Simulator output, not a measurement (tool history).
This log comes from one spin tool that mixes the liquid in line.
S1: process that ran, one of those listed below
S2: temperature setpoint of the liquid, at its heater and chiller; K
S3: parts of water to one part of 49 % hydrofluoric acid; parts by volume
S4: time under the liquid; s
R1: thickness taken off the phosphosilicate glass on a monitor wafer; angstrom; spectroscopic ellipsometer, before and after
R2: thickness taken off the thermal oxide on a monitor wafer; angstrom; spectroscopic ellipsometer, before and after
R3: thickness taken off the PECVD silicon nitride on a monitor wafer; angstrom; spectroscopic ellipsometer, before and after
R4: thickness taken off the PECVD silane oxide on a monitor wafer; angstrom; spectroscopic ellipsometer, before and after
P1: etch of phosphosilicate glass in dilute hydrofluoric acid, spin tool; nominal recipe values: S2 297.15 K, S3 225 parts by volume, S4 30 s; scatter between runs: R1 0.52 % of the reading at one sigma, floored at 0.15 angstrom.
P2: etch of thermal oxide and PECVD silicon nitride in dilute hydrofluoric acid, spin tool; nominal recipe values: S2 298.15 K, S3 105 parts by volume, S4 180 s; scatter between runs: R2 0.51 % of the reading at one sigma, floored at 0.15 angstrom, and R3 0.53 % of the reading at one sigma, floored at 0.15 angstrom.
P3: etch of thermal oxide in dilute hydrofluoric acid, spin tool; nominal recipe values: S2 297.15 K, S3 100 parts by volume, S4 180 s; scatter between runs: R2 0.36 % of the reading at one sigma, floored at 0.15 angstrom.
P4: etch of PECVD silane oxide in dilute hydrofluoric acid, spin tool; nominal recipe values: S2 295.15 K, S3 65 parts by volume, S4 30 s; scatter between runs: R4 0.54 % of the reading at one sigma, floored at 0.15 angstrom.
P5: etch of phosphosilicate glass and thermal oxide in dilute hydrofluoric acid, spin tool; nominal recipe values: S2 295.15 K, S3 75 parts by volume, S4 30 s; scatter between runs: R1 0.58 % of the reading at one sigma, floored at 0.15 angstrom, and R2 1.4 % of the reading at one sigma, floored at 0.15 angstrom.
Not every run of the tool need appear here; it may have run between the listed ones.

run	day	S1	S2	S3	S4	R1	R2	R3	R4
1	0.588	P1	297.15	225	30	93.207			
2	0.929	P2	298.15	105	360		163.75	91.839	
3	1.45	P5	295.15	75	30	754.28	17.578		
4	2.117	P4	295.15	65	15				111.07
5	2.688	P1	297.15	110	55	394.39			
6	3.312	P4	302.15	65	30				295
7	3.758	P5	302.65	75	30	1017.8	23.593		
8	4.108	P1	297.15	85	30	289.22			
9	4.438	P1	297.15	225	30	93.409			
10	5.008	P3	302.65	100	180		107.8		
11	5.471	P1	297.15	225	30	93.046			
12	5.788	P1	297.15	225	30	94.266			
13	6.158	P1	297.15	320	60	119.89			
14	6.867	P2	298.15	105	180		81.546	46.163	
15	7.283	P4	295.15	115	30				119.16
16	7.671	P1	297.15	400	30	44.655			
17	8.392	P1	297.15	225	15	46.753			
18	8.771	P1	297.15	225	50	156.19			
19	9.333	P1	303.15	225	30	114.69			
20	9.658	P1	297.15	85	50	481.17			
21	10.221	P2	290.15	105	180		58.738	26.961	

Run 22 has not been measured yet. What should we expect?
22	10.729	P3	297.15	100	340		?		

R2: 164.71 angstrom

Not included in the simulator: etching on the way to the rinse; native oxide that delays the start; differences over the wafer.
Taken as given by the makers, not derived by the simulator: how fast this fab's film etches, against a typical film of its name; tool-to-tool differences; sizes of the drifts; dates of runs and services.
